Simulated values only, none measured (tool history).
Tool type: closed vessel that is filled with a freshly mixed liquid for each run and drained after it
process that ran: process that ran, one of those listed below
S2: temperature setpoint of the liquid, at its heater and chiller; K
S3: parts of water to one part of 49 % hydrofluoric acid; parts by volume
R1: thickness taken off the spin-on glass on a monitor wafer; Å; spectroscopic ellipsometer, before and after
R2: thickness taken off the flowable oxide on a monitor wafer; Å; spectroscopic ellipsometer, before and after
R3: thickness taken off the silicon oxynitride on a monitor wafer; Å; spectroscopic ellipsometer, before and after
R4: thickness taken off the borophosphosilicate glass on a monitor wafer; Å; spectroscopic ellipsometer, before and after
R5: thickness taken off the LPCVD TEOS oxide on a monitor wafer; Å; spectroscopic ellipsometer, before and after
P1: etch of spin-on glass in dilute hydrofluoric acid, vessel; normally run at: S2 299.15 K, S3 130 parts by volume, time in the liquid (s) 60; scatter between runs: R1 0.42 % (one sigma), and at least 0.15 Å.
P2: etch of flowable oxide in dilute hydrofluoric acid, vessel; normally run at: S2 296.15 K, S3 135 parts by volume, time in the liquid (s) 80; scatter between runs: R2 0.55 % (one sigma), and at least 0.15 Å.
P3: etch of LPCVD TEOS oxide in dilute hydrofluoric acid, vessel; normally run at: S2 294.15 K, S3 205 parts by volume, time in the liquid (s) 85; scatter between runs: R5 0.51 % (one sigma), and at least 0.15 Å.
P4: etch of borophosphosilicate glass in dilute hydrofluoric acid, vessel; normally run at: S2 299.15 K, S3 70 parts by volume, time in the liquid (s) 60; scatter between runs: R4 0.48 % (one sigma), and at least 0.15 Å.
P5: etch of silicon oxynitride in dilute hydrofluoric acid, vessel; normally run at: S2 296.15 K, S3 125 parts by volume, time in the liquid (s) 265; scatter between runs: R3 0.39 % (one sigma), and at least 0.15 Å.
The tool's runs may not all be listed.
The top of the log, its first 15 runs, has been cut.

run 16 day=7.883 | process_that_ran=P1 S2=299.15 S3=130 time_in_the_liquid_(s)=60 | R1=325.39
run 17 day=8.262 | process_that_ran=P1 S2=299.15 S3=130 time_in_the_liquid_(s)=60 | R1=325.15
run 18 day=8.917 | process_that_ran=P1 S2=299.15 S3=130 time_in_the_liquid_(s)=35 | R1=190.96
run 19 day=9.417 | process_that_ran=P4 S2=299.15 S3=70 time_in_the_liquid_(s)=60 | R4=553.58
run 20 day=9.946 | process_that_ran=P3 S2=294.15 S3=205 time_in_the_liquid_(s)=30 | R5=27.372
run 21 day=10.338 | process_that_ran=P3 S2=290.15 S3=205 time_in_the_liquid_(s)=85 | R5=67.000
run 22 day=10.817 | process_that_ran=P4 S2=290.65 S3=70 time_in_the_liquid_(s)=60 | R4=387.25
run 23 day=11.129 | process_that_ran=P5 S2=296.15 S3=125 time_in_the_liquid_(s)=75 | R3=17.957
run 24 day=11.721 | process_that_ran=P4 S2=299.15 S3=120 time_in_the_liquid_(s)=60 | R4=302.94
run 25 day=12.183 | process_that_ran=P1 S2=291.65 S3=130 time_in_the_liquid_(s)=90 | R1=365.09
run 26 day=12.538 | process_that_ran=P1 S2=299.15 S3=130 time_in_the_liquid_(s)=60 | R1=326.00
run 27 day=12.871 | process_that_ran=P5 S2=296.15 S3=25 time_in_the_liquid_(s)=265 | R3=339.500
run 28 day=13.400 | process_that_ran=P3 S2=294.15 S3=205 time_in_the_liquid_(s)=85 | R5=78.619
run 29 day=13.983 | process_that_ran=P3 S2=294.15 S3=205 time_in_the_liquid_(s)=85 | R5=77.900
run 30 day=14.583 | process_that_ran=P1 S2=299.15 S3=55 time_in_the_liquid_(s)=60 | R1=853.53
run 31 day=15.029 | process_that_ran=P1 S2=299.15 S3=130 time_in_the_liquid_(s)=110 | R1=597.28
run 32 day=15.533 | process_that_ran=P2 S2=296.15 S3=135 time_in_the_liquid_(s)=80 | R2=225.18
run 33 day=16.104 | process_that_ran=P5 S2=303.15 S3=125 time_in_the_liquid_(s)=265 | R3=86.139
run 34 day=16.567 | process_that_ran=P1 S2=299.15 S3=130 time_in_the_liquid_(s)=60 | R1=324.97
run 35 day=17.092 | process_that_ran=P1 S2=299.15 S3=130 time_in_the_liquid_(s)=60 | R1=341.28
run 36 day=17.517 | process_that_ran=P1 S2=299.15 S3=130 time_in_the_liquid_(s)=60 | R1=346.36
run 37 day=18.121 | process_that_ran=P1 S2=299.15 S3=130 time_in_the_liquid_(s)=60 | R1=351.01

Run 38, settings as shown, results not yet in. Your forecast:
run 38 day=18.525 | process_that_ran=P1 S2=299.15 S3=130 time_in_the_liquid_(s)=60 | R1=?

{"run 38": {"R1": 354.82}}
